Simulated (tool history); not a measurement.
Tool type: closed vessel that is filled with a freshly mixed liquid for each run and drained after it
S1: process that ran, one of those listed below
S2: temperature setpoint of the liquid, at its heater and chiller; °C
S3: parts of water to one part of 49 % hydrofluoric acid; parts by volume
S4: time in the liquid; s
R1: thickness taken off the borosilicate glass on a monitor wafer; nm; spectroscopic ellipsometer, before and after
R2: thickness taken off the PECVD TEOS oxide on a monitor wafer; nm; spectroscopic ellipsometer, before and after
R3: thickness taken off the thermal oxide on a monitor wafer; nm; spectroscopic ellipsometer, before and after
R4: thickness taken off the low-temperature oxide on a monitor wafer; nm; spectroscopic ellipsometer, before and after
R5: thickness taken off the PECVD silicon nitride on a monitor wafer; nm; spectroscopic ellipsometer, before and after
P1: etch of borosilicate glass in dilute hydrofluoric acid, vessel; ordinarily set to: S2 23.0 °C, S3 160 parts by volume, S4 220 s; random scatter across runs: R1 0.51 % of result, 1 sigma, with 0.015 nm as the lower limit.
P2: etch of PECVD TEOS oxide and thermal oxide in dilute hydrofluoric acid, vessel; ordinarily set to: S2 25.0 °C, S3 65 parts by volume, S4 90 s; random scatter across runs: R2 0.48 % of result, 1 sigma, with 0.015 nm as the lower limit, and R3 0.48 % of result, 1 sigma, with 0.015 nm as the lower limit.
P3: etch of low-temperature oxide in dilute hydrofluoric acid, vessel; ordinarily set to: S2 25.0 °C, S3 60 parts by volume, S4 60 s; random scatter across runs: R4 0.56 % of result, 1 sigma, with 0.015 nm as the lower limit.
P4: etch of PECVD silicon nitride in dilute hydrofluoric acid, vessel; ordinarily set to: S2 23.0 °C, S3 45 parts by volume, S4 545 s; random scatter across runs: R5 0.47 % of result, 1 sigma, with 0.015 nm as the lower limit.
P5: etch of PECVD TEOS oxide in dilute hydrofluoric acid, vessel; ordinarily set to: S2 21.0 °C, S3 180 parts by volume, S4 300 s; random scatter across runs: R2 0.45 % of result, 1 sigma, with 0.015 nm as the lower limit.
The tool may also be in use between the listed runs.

Run 1, hour 14.7: S1 P1, S2 23.0 °C, S3 160 parts by volume, S4 220 s. Result: R1 46.557 nm.
Run 2, hour 22.4: S1 P1, S2 30.0 °C, S3 160 parts by volume, S4 220 s. Result: R1 60.509 nm.
Run 3, hour 38.6: S1 P1, S2 27.5 °C, S3 285 parts by volume, S4 220 s. Result: R1 27.103 nm.
Run 4, hour 53.8: S1 P1, S2 23.0 °C, S3 160 parts by volume, S4 220 s. Result: R1 46.656 nm.
Run 5, hour 64.0: S1 P2, S2 25.0 °C, S3 65 parts by volume, S4 90 s. Result: R2 33.6630 nm, R3 7.1462 nm.
Run 6, hour 78.6: S1 P3, S2 25.0 °C, S3 90 parts by volume, S4 60 s. Result: R4 18.817 nm.
Run 7, hour 94.7: S1 P4, S2 23.0 °C, S3 20 parts by volume, S4 545 s. Result: R5 114.780 nm.
Run 8, hour 102.0: S1 P4, S2 26.5 °C, S3 45 parts by volume, S4 545 s. Result: R5 66.835 nm.
Run 9, hour 112.0: S1 P3, S2 25.0 °C, S3 60 parts by volume, S4 85 s. Result: R4 41.004 nm.
Run 10, hour 127.2: S1 P3, S2 29.0 °C, S3 60 parts by volume, S4 60 s. Result: R4 34.000 nm.
Run 11, hour 136.3: S1 P2, S2 25.0 °C, S3 100 parts by volume, S4 90 s. Result: R2 21.0400 nm, R3 4.4880 nm.
Run 12, hour 150.9: S1 P5, S2 27.0 °C, S3 180 parts by volume, S4 300 s. Result: R2 14.4660 nm.
Run 13, hour 160.8: S1 P1, S2 23.0 °C, S3 160 parts by volume, S4 220 s. Result: R1 46.545 nm.
Run 14, hour 174.7: S1 P2, S2 32.5 °C, S3 65 parts by volume, S4 90 s. Result: R2 45.7520 nm, R3 9.6693 nm.
Run 15, hour 185.8: S1 P1, S2 23.0 °C, S3 160 parts by volume, S4 220 s. Result: R1 46.786 nm.
Run 16, hour 197.3: S1 P1, S2 23.0 °C, S3 65 parts by volume, S4 220 s. Result: R1 129.270 nm.
Run 17, hour 208.3: S1 P1, S2 23.0 °C, S3 250 parts by volume, S4 220 s. Result: R1 27.041 nm.
Run 18, hour 222.3: S1 P5, S2 21.0 °C, S3 35 parts by volume, S4 300 s. Result: R2 69.7120 nm.
Run 19, hour 232.5: S1 P1, S2 17.0 °C, S3 160 parts by volume, S4 220 s. Result: R1 36.536 nm.
Run 20, hour 243.5: S1 P3, S2 25.0 °C, S3 60 parts by volume, S4 60 s. Result: R4 28.794 nm.
Run 21, hour 259.3: S1 P1, S2 23.0 °C, S3 160 parts by volume, S4 340 s. Result: R1 72.101 nm.
Run 22, hour 269.2: S1 P5, S2 21.0 °C, S3 180 parts by volume, S4 170 s. Result: R2 6.5147 nm.
Run 23, hour 280.5: S1 P4, S2 23.0 °C, S3 45 parts by volume, S4 545 s. Result: R5 52.669 nm.
Run 24, hour 296.6: S1 P1, S2 30.5 °C, S3 75 parts by volume, S4 220 s. Result: R1 147.060 nm.
Run 25, hour 309.2: S1 P1, S2 23.0 °C, S3 160 parts by volume, S4 105 s. Result: R1 22.184 nm.
Run 26, hour 322.9: S1 P1, S2 23.0 °C, S3 250 parts by volume, S4 90 s. Result: R1 11.076 nm.
Run 27, hour 334.0: S1 P1, S2 23.0 °C, S3 160 parts by volume, S4 220 s. Result: R1 46.357 nm.
Run 28, hour 348.5: S1 P2, S2 25.0 °C, S3 65 parts by volume, S4 90 s. Result: R2 33.5630 nm, R3 7.1563 nm.
Run 29, hour 362.1: S1 P2, S2 25.0 °C, S3 65 parts by volume, S4 30 s. Result: R2 11.2410 nm, R3 2.3900 nm.
Run 30, hour 378.0: S1 P4, S2 23.0 °C, S3 45 parts by volume, S4 1080 s. Result: R5 105.050 nm.
Run 31, hour 392.3: S1 P5, S2 21.0 °C, S3 180 parts by volume, S4 300 s. Result: R2 11.4900 nm.
Run 32, hour 404.1: S1 P1, S2 23.0 °C, S3 160 parts by volume, S4 220 s. Result: R1 46.900 nm.
Run 33, hour 411.5: S1 P1, S2 23.0 °C, S3 160 parts by volume, S4 220 s. Result: R1 45.893 nm.
Run 34, hour 422.3: S1 P1, S2 23.0 °C, S3 160 parts by volume, S4 220 s. Result: R1 45.774 nm.
Run 35, hour 433.9: S1 P1, S2 23.0 °C, S3 160 parts by volume, S4 220 s. Result: R1 44.953 nm.
Run 36, hour 450.4: S1 P1, S2 23.0 °C, S3 160 parts by volume, S4 220 s. Result: R1 44.708 nm.
Run 37, hour 457.8: S1 P1, S2 23.0 °C, S3 160 parts by volume, S4 220 s. Result: R1 44.393 nm.
Run 38, hour 465.4: S1 P1, S2 23.0 °C, S3 160 parts by volume, S4 220 s. Result: R1 44.434 nm.
Run 39, hour 481.4: S1 P1, S2 23.0 °C, S3 160 parts by volume, S4 220 s. Result: R1 44.736 nm.
Run 40, hour 490.0: S1 P1, S2 23.0 °C, S3 160 parts by volume, S4 220 s. Result: R1 44.155 nm.
Run 41, hour 504.3: S1 P1, S2 23.0 °C, S3 160 parts by volume, S4 220 s. Result: R1 44.005 nm.
Run 42, hour 516.0: S1 P1, S2 23.0 °C, S3 160 parts by volume, S4 220 s. Result: R1 44.433 nm.
Run 43, hour 531.2: S1 P1, S2 23.0 °C, S3 160 parts by volume, S4 220 s. Result: R1 43.867 nm.

What P1 gives has crept off from where it sat before. The 2 causes that follow fit the log equally well, each at the size noted:
A: liquid colder than its thermometer reads (K) = 1.44
B: hydrofluoric acid flow below the setpoint (%) = 4.59
The creep began at about hour 404.1.

Which of the 4 check runs listed below separates the causes, so that each cause would produce a clearly different result? Each run uses one wafer, and its results are marked with question marks.
Run check 1, hour 546.4: S1 P4, S2 23.0 °C, S3 45 parts by volume, S4 545 s. Result: R5 ?.
Run check 2, hour 546.4: S1 P3, S2 25.0 °C, S3 60 parts by volume, S4 60 s. Result: R4 ?.
Run check 3, hour 546.4: S1 P5, S2 21.0 °C, S3 180 parts by volume, S4 300 s. Result: R2 ?.
Run check 4, hour 546.4: S1 P2, S2 25.0 °C, S3 65 parts by volume, S4 90 s. Result: R2 ?, R3 ?.

Outcome of each check run for each possible cause:
  check  result     if A     if B
check 1      R5   47.897   50.496
check 2      R4   27.393   27.606
check 3      R2  10.8900  10.8930
check 4      R2  31.9830  32.2160
check 4      R3   6.7937   6.8432
Per check, the gap between the least separated pair of causes, taken in the result that splits them most: check 1 5.28 %; check 2 0.78 %; check 3 0.03 %; check 4 0.73 %
Only check 1 tells the causes apart: in the others they would give nearly the same result.

Then check 1 was run and gave: R5 48.193 nm. Which cause is it?

A is the cause: liquid colder than its thermometer reads (K).

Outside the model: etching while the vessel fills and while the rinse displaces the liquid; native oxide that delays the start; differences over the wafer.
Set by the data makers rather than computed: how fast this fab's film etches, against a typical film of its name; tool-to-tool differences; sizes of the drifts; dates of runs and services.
